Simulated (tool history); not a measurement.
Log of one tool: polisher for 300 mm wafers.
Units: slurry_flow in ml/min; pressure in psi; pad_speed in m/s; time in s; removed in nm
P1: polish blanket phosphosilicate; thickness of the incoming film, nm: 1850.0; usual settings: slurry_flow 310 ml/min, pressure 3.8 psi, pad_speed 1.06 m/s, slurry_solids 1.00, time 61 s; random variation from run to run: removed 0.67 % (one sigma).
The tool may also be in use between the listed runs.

run   hour  slurry_flow  pressure  pad_speed  slurry_solids  time  wafers polished on this pad  hours since the slurry nozzle was cleaned  hours since the head pressure was calibrated  hours since the slurry blender was calibrated  hours since the conditioning disc was replaced  removed
  1    6.1          310       3.8       1.06           1.00    61                          400                                      261.2                                         712.0                                          294.2                                           311.2   554.62
  2   14.2          310       3.8       1.06           1.00    61                          489                                      269.3                                         720.1                                          302.3                                           319.3   558.19
  3   22.6          310       3.8       1.06           1.00    39                          581                                      277.7                                         728.5                                          310.7                                           327.7   358.58
  4   32.8          310       1.7       1.06           1.00    61                          694                                      287.9                                         738.7                                          320.9                                           337.9   249.84
  5   43.4          310       3.8       1.06           1.00    61                          810                                      298.5                                         749.3                                          331.5                                           348.5   554.04
  6   51.4          480       3.8       1.06           1.00    61                          899                                      306.5                                         757.3                                          339.5                                           356.5   577.50
  7   62.2          310       3.8       1.06           1.00    61                         1017                                      317.3                                         768.1                                          350.3                                           367.3   557.00
  8   68.3          310       3.8       1.06           1.45    61                         1085                                      323.4                                         774.2                                          356.4                                           373.4   650.82
  9   77.5          310       3.8       1.68           1.00    61                         1186                                      332.6                                         783.4                                          365.6                                           382.6   806.31
 10   85.6          195       3.8       1.06           1.00    61                         1275                                      340.7                                         791.5                                          373.7                                           390.7   525.62
 11   92.0          310       5.9       1.06           1.00    61                         1346                                      347.1                                         797.9                                          380.1                                           397.1   854.20
 12   98.3          310       3.8       1.06           1.00    96                         1415                                      353.4                                         804.2                                          386.4                                           403.4   869.32
 13  108.5          310       3.8       1.06           1.00    61                         1527                                      363.6                                         814.4                                          396.6                                           413.6   556.00
 14  115.6          410       5.3       1.06           1.00    61                         1606                                      370.7                                         821.5                                          403.7                                           420.7   788.02
 15  121.5          310       3.8       1.06           1.00    61                         1670                                      376.6                                         827.4                                          409.6                                           426.6   559.37
 16  130.4          310       3.8       1.06           0.75    61                         1768                                      385.5                                         836.3                                          418.5                                           435.5   482.96
 17  138.2          310       1.8       1.06           1.45    61                         1854                                      393.3                                         844.1                                          426.3                                           443.3   304.53
 18  144.4          310       3.8       0.74           1.00    61                         1923                                      399.5                                         850.3                                          432.5                                           449.5   418.20
 19  150.3          310       3.8       1.06           1.00    61                         1988                                      405.4                                         856.2                                          438.4                                           455.4   554.05
 20  161.2          310       3.8       1.06           1.00    61                         2108                                      416.3                                         867.1                                          449.3                                           466.3   525.62
 21  166.9          310       3.8       1.06           1.00    61                         2170                                      422.0                                         872.8                                          455.0                                           472.0   516.03
 22  172.7          310       3.8       1.06           1.00    61                         2234                                      427.8                                         878.6                                          460.8                                           477.8   510.71
 23  179.9          310       3.8       1.06           1.00    61                         2314                                      435.0                                         885.8                                          468.0                                           485.0   503.48
 24  188.4          310       3.8       1.06           1.00    61                         2407                                      443.5                                         894.3                                          476.5                                           493.5   495.04
     189.0  -- head pressure recalibrated
 25  199.2          310       3.8       1.06           1.00    61                         2526                                      454.3                                          10.2                                          487.3                                           504.3   486.99
 26  209.3          310       3.8       1.06           1.00    61                         2637                                      464.4                                          20.3                                          497.4                                           514.4   489.87
     213.0  -- conditioning disc replaced and pad reconditioned
 27  219.2          310       3.8       1.06           1.00    61                         2746                                      474.3                                          30.2                                          507.3                                             6.2   480.33
 28  225.4          310       3.8       1.06           1.00    61                         2815                                      480.5                                          36.4                                          513.5                                            12.4   486.51
 29  235.2          310       3.8       1.06           1.00    61                         2923                                      490.3                                          46.2                                          523.3                                            22.2   486.54
 30  244.8          310       3.8       1.06           1.00    61                         3028                                      499.9                                          55.8                                          532.9                                            31.8   483.58

What P1 gives has crept away from where it was. These 2 causes fit the log equally well, each at the size given:
A: abrasive missing from the slurry, % = 25.6
B: removal rate lost through wear of the pad, % = 13.5
The creep began at about hour 150.3.
Why every other cause is out:
slurry flow missing at the pad, %: at most 40, which would move removed by -5.6 %: too little, or the wrong way
head's pressure below its setpoint, %: serviced at hour 189.0, which brought nothing back
time polished since the conditioner stopped cutting, s: serviced at hour 213.0, which brought nothing back

4 check runs are offered, each on 5 wafers whose results are averaged, their results left as question marks. Which one tells the causes apart?
check 1  254.4          310       1.9       1.06           1.00    92                                                                                                                                                                                                                             ?
check 2  254.4          310       2.2       1.60           1.00    61                                                                                                                                                                                                                             ?
check 3  254.4          195       3.8       1.06           1.45    61                                                                                                                                                                                                                             ?
check 4  254.4          310       5.4       1.58           1.00    61                                                                                                                                                                                                                             ?

What each check would give under each cause:
  check   result    if A    if B
check 1  removed  363.14  363.24
check 2  removed  387.56  387.67
check 3  removed  547.38  532.94
check 4  removed  941.75  942.02
How far apart the two closest causes lie, in the result that separates them most: check 1 0.03 %; check 2 0.03 %; check 3 2.67 %; check 4 0.03 %
Check 3 tells the causes apart: in the others they would give nearly the same result.

Check 3 was then run and gave: removed 547.35 nm. Which cause is it?

It is A: abrasive missing from the slurry, %.
